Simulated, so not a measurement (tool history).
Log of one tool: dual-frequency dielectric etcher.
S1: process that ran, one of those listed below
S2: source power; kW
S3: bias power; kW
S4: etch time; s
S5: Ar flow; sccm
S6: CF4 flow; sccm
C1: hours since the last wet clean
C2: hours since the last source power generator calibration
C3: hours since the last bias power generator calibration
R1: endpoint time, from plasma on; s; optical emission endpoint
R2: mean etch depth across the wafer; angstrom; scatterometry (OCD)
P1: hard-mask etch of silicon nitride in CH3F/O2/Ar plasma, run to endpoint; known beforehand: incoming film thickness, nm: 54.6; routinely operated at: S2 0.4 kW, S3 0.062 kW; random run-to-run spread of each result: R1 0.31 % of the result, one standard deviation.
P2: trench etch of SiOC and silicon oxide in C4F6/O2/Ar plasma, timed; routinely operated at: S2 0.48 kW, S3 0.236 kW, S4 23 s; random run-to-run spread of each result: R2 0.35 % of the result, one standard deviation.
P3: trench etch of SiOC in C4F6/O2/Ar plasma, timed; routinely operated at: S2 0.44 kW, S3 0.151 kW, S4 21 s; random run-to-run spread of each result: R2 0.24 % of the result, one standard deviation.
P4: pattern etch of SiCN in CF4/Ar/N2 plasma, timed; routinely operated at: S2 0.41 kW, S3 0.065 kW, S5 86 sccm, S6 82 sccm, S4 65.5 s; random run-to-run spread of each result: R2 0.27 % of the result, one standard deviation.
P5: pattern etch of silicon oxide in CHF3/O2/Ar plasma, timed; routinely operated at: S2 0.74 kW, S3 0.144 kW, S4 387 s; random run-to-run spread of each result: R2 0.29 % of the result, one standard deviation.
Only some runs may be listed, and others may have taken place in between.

Run 1, hour 9.5: S1 P1, S2 0.4 kW, S3 0.062 kW; C1 203.7; C2 946.1; C3 1460.5. Result: R1 81.034 s.
Run 2, hour 26.3: S1 P3, S2 0.44 kW, S3 0.151 kW, S4 31 s; C1 220.5; C2 962.9; C3 1477.3. Result: R2 643.82 angstrom.
Run 3, hour 39.1: S1 P1, S2 0.4 kW, S3 0.062 kW; C1 233.3; C2 975.7; C3 1490.1. Result: R1 80.811 s.
Run 4, hour 51.6: S1 P1, S2 0.4 kW, S3 0.062 kW; C1 245.8; C2 988.2; C3 1502.6. Result: R1 81.202 s.
Run 5, hour 68.6: S1 P1, S2 0.4 kW, S3 0.062 kW; C1 262.8; C2 1005.2; C3 1519.6. Result: R1 80.823 s.
Run 6, hour 80.8: S1 P3, S2 0.44 kW, S3 0.119 kW, S4 21 s; C1 275; C2 1017.4; C3 1531.8. Result: R2 407.42 angstrom.
Run 7, hour 98.8: S1 P4, S2 0.41 kW, S3 0.05 kW, S4 65.5 s, S5 86 sccm, S6 82 sccm; C1 293; C2 1035.4; C3 1549.8. Result: R2 480.47 angstrom.
Run 8, hour 111.1: S1 P5, S2 0.74 kW, S3 0.144 kW, S4 264 s; C1 305.3; C2 1047.7; C3 1562.1. Result: R2 5262.6 angstrom.
Run 9, hour 125.8: S1 P4, S2 0.26 kW, S3 0.065 kW, S4 65.5 s, S5 86 sccm, S6 82 sccm; C1 320; C2 1062.4; C3 1576.8. Result: R2 350.79 angstrom.
Run 10, hour 142.8: S1 P1, S2 0.54 kW, S3 0.042 kW; C1 337; C2 1079.4; C3 1593.8. Result: R1 81.148 s.
Run 11, hour 161.4: S1 P1, S2 0.4 kW, S3 0.062 kW; C1 355.6; C2 1098; C3 1612.4. Result: R1 80.327 s.
Run 12, hour 179.9: S1 P5, S2 0.96 kW, S3 0.144 kW, S4 387 s; C1 374.1; C2 1116.5; C3 1630.9. Result: R2 8492.1 angstrom.
Run 13, hour 189.5: S1 P1, S2 0.4 kW, S3 0.062 kW; C1 383.7; C2 1126.1; C3 1640.5. Result: R1 80.579 s.
Run 14, hour 199.2: S1 P4, S2 0.41 kW, S3 0.065 kW, S4 98 s, S5 86 sccm, S6 82 sccm; C1 393.4; C2 1135.8; C3 1650.2. Result: R2 781.51 angstrom.
Run 15, hour 212.3: S1 P2, S2 0.48 kW, S3 0.303 kW, S4 23 s; C1 406.5; C2 1148.9; C3 1663.3. Result: R2 563.39 angstrom.
Run 16, hour 231: S1 P1, S2 0.5 kW, S3 0.062 kW; C1 425.2; C2 1167.6; C3 1682. Result: R1 74.435 s.
Run 17, hour 243.5: S1 P1, S2 0.4 kW, S3 0.08 kW; C1 437.7; C2 1180.1; C3 1694.5. Result: R1 74.172 s.
Run 18, hour 252.6: S1 P1, S2 0.55 kW, S3 0.042 kW; C1 446.8; C2 1189.2; C3 1703.6. Result: R1 80.121 s.
Run 19, hour 270.7: S1 P5, S2 0.74 kW, S3 0.144 kW, S4 387 s; C1 464.9; C2 1207.3; C3 1721.7. Result: R2 7669.3 angstrom.
Run 20, hour 289.3: S1 P3, S2 0.44 kW, S3 0.151 kW, S4 21 s; C1 483.5; C2 1225.9; C3 1740.3. Result: R2 435.62 angstrom.
Run 21, hour 303.6: S1 P3, S2 0.33 kW, S3 0.151 kW, S4 21 s; C1 497.8; C2 1240.2; C3 1754.6. Result: R2 390.81 angstrom.
Run 22, hour 319.9: S1 P1, S2 0.32 kW, S3 0.062 kW; C1 514.1; C2 1256.5; C3 1770.9. Result: R1 87.616 s.
Run 23, hour 337.5: S1 P4, S2 0.41 kW, S3 0.065 kW, S4 65.5 s, S5 86 sccm, S6 64 sccm; C1 531.7; C2 1274.1; C3 1788.5. Result: R2 505.86 angstrom.
Run 24, hour 348.1: S1 P2, S2 0.48 kW, S3 0.236 kW, S4 23 s; C1 542.3; C2 1284.7; C3 1799.1. Result: R2 520.27 angstrom.
Run 25, hour 357.8: S1 P4, S2 0.41 kW, S3 0.065 kW, S4 65.5 s, S5 103 sccm, S6 82 sccm; C1 552; C2 1294.4; C3 1808.8. Result: R2 513.65 angstrom.
Run 26, hour 372.2: S1 P5, S2 0.74 kW, S3 0.17 kW, S4 387 s; C1 566.4; C2 1308.8; C3 1823.2. Result: R2 8154.4 angstrom.
Run 27, hour 383: S1 P2, S2 0.48 kW, S3 0.236 kW, S4 23 s; C1 577.2; C2 1319.6; C3 1834. Result: R2 516.27 angstrom.
Run 28, hour 392.9: S1 P4, S2 0.41 kW, S3 0.065 kW, S4 65.5 s, S5 86 sccm, S6 82 sccm; C1 587.1; C2 1329.5; C3 1843.9. Result: R2 525.48 angstrom.
Run 29, hour 410.4: S1 P1, S2 0.4 kW, S3 0.04 kW; C1 604.6; C2 1347; C3 1861.4. Result: R1 92.659 s.
Run 30, hour 421: S1 P2, S2 0.38 kW, S3 0.236 kW, S4 23 s; C1 615.2; C2 1357.6; C3 1872. Result: R2 473.32 angstrom.
Run 31, hour 429.5: S1 P2, S2 0.48 kW, S3 0.236 kW, S4 33.5 s; C1 623.7; C2 1366.1; C3 1880.5. Result: R2 751.16 angstrom.
Run 32, hour 440.6: S1 P1, S2 0.4 kW, S3 0.062 kW; C1 634.8; C2 1377.2; C3 1891.6. Result: R1 81.2 s.
Run 33, hour 455.1: S1 P1, S2 0.4 kW, S3 0.062 kW; C1 649.3; C2 1391.7; C3 1906.1. Result: R1 79.626 s.
Run 34, hour 465.8: S1 P1, S2 0.4 kW, S3 0.062 kW; C1 660; C2 1402.4; C3 1916.8. Result: R1 79.796 s.
Run 35, hour 475.4: S1 P1, S2 0.4 kW, S3 0.062 kW; C1 669.6; C2 1412; C3 1926.4. Result: R1 79.737 s.
Run 36, hour 484.9: S1 P1, S2 0.4 kW, S3 0.062 kW; C1 679.1; C2 1421.5; C3 1935.9. Result: R1 79.364 s.
At hour 495.3: wet clean of the chamber.
Run 37, hour 497.9: S1 P1, S2 0.4 kW, S3 0.062 kW; C1 2.7; C2 1434.5; C3 1948.9. Result: R1 79.44 s.
Run 38, hour 506.3: S1 P1, S2 0.4 kW, S3 0.062 kW; C1 11.1; C2 1442.9; C3 1957.3. Result: R1 79.391 s.
Run 39, hour 524.5: S1 P1, S2 0.4 kW, S3 0.062 kW; C1 29.3; C2 1461.1; C3 1975.5. Result: R1 79.398 s.

Compared with where it was, what P1 gives has crept away. Each cause listed below fits the log as well as the rest, at the size given for it:
A: bias power that arrives over what is set, % = 4.76
B: source power that arrives over what is set, % = 4.12
The drift started at roughly hour 440.6.
Excluded causes, each with its reason:
chamber walls in a state that raises the etch rate, %: serviced at hour 495.3, which brought nothing back

The check runs listed below each take one wafer, and their results are still question marks. Under which run would the listed causes lead to clearly different results?
Run check 1, hour 542.7: S1 P2, S2 0.48 kW, S3 0.236 kW, S4 23 s. Result: R2 ?.
Run check 2, hour 542.7: S1 P5, S2 0.74 kW, S3 0.144 kW, S4 387 s. Result: R2 ?.
Run check 3, hour 542.7: S1 P3, S2 0.44 kW, S3 0.151 kW, S4 21 s. Result: R2 ?.
Run check 4, hour 542.7: S1 P4, S2 0.41 kW, S3 0.065 kW, S4 65.5 s, S5 86 sccm, S6 82 sccm. Result: R2 ?.

If the cause were each of the candidates in turn, the checks would give the following:
  check  result    if A    if B
check 1      R2  524.91  524.97
check 2      R2  7810.2  7817.9
check 3      R2  442.48  443.28
check 4      R2  531.96  542.97
Smallest distance between any two causes, each pair judged by its most separating result, in per cent: check 1 0.01 %; check 2 0.1 %; check 3 0.18 %; check 4 2.05 %
Only check 4 tells the causes apart: in the others they would give nearly the same result.

Check 4 was then run and gave: R2 533.62 angstrom. Which cause is it?

The cause is A: bias power that arrives over what is set, %.

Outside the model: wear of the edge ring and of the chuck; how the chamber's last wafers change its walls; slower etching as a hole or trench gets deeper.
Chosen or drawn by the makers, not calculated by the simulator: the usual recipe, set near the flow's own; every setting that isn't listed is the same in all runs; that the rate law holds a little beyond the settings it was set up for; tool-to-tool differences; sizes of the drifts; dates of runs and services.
